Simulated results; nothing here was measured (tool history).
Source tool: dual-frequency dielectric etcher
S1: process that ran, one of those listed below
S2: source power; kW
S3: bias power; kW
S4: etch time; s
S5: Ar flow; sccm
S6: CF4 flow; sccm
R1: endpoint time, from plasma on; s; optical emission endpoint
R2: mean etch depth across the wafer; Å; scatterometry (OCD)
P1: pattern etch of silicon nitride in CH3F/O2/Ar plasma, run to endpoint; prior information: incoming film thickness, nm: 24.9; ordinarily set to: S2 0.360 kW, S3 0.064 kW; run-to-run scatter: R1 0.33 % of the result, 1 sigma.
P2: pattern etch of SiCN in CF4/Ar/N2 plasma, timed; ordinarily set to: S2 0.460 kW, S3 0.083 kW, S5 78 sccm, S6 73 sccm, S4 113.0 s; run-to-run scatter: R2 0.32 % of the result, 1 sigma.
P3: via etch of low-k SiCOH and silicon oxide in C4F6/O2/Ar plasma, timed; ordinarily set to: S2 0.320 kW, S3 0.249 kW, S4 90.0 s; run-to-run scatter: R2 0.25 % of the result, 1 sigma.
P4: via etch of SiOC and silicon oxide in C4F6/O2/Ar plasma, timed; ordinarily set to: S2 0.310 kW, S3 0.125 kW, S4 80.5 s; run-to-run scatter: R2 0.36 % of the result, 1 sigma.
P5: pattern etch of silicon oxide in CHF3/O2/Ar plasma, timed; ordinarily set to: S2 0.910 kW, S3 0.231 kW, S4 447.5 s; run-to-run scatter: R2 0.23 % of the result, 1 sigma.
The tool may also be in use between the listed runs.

run	hour	S1	S2	S3	S4	S5	S6	R1	R2
1	12.9	P1	0.360	0.064				38.261	
2	29.1	P1	0.360	0.083				35.326	
3	41.7	P5	0.910	0.290	447.5				12392.00
4	56.9	P3	0.320	0.249	90.0				2636.00
5	67.6	P2	0.460	0.083	113.0	102	73		1058.00
6	84.8	P4	0.380	0.125	80.5				771.75
7	99.0	P5	0.910	0.231	556.5				14243.00
8	110.0	P1	0.250	0.085				39.716	
9	119.9	P5	0.910	0.231	447.5				11454.00
10	130.9	P4	0.310	0.125	80.5				712.19
11	144.8	P1	0.360	0.064				38.320	
12	156.2	P2	0.460	0.083	113.0	78	73		1099.70
13	171.7	P2	0.460	0.083	161.5	78	73		1583.80
14	187.4	P1	0.360	0.047				42.267	
15	203.0	P2	0.460	0.083	113.0	78	73		1105.40
16	213.0	P2	0.640	0.083	113.0	78	73		1469.30
17	225.7	P3	0.320	0.342	90.0				2929.90
18	237.8	P1	0.360	0.064				38.443	
19	252.5	P4	0.310	0.125	80.5				704.06
20	266.0	P3	0.320	0.249	90.0				2621.70
21	275.0	P3	0.320	0.249	49.5				1443.70
22	288.9	P2	0.460	0.110	113.0	78	73		1215.40
# hour 298.5: wet clean of the chamber
23	302.8	P1	0.270	0.064				43.127	
24	310.5	P4	0.310	0.153	80.5				756.77
25	328.0	P2	0.460	0.083	113.0	78	47		1039.00
26	341.1	P4	0.310	0.125	51.0				448.80
27	353.4	P5	0.610	0.231	447.5				9885.50
28	368.1	P1	0.450	0.064				35.135	
29	380.6	P3	0.190	0.249	90.0				2150.60
30	397.3	P1	0.360	0.064				38.053	
31	412.1	P1	0.360	0.064				38.400	
32	426.1	P1	0.360	0.064				38.385	
33	436.9	P1	0.360	0.064				38.138	
34	445.2	P1	0.360	0.064				38.583	
35	460.4	P1	0.360	0.064				38.738	
36	470.2	P1	0.360	0.064				38.865	
# hour 475.9: wet clean of the chamber
37	485.6	P1	0.360	0.064				38.798	
38	500.8	P1	0.360	0.064				38.878	
39	512.2	P1	0.360	0.064				38.933	
40	526.2	P1	0.360	0.064				39.008	

Something has made what P1 gives creep away from where it was; the 2 causes below, each at its own stated size, fit the log equally well:
A: source power that arrives under what is set, % = 4.25
B: bias power that arrives under what is set, % = 4.83
The onset of the drift is placed at about hour 426.1.
Excluded causes, each with its reason:
chamber walls in a state that lowers the etch rate, %: serviced at hour 475.9, which brought nothing back

You are offered 4 check runs, listed below with question marks in place of their results; each one averages 2 wafers. Which run separates the listed causes by giving clearly different results for each?
check 1	540.2	P4	0.310	0.125	80.5				?
check 2	540.2	P2	0.460	0.083	113.0	78	73		?
check 3	540.2	P3	0.320	0.249	90.0				?
check 4	540.2	P5	0.910	0.231	447.5				?

If the cause were each of the candidates in turn, the checks would give the following:
check	result	if A	if B
check 1	R2	699.17	700.71
check 2	R2	1058.20	1081.00
check 3	R2	2581.30	2580.40
check 4	R2	11286.00	11281.00
How far apart the two closest causes lie, in the result that separates them most: check 1 0.22 %; check 2 2.14 %; check 3 0.03 %; check 4 0.04 %
Of the check runs offered, only check 2 discriminates between the causes; the rest would read about the same regardless of which cause applies.

Check 2 has now been run. It gave: R2 1080.30 Å. Which of the candidate causes is it?

It was cause B: bias power that arrives under what is set, %.
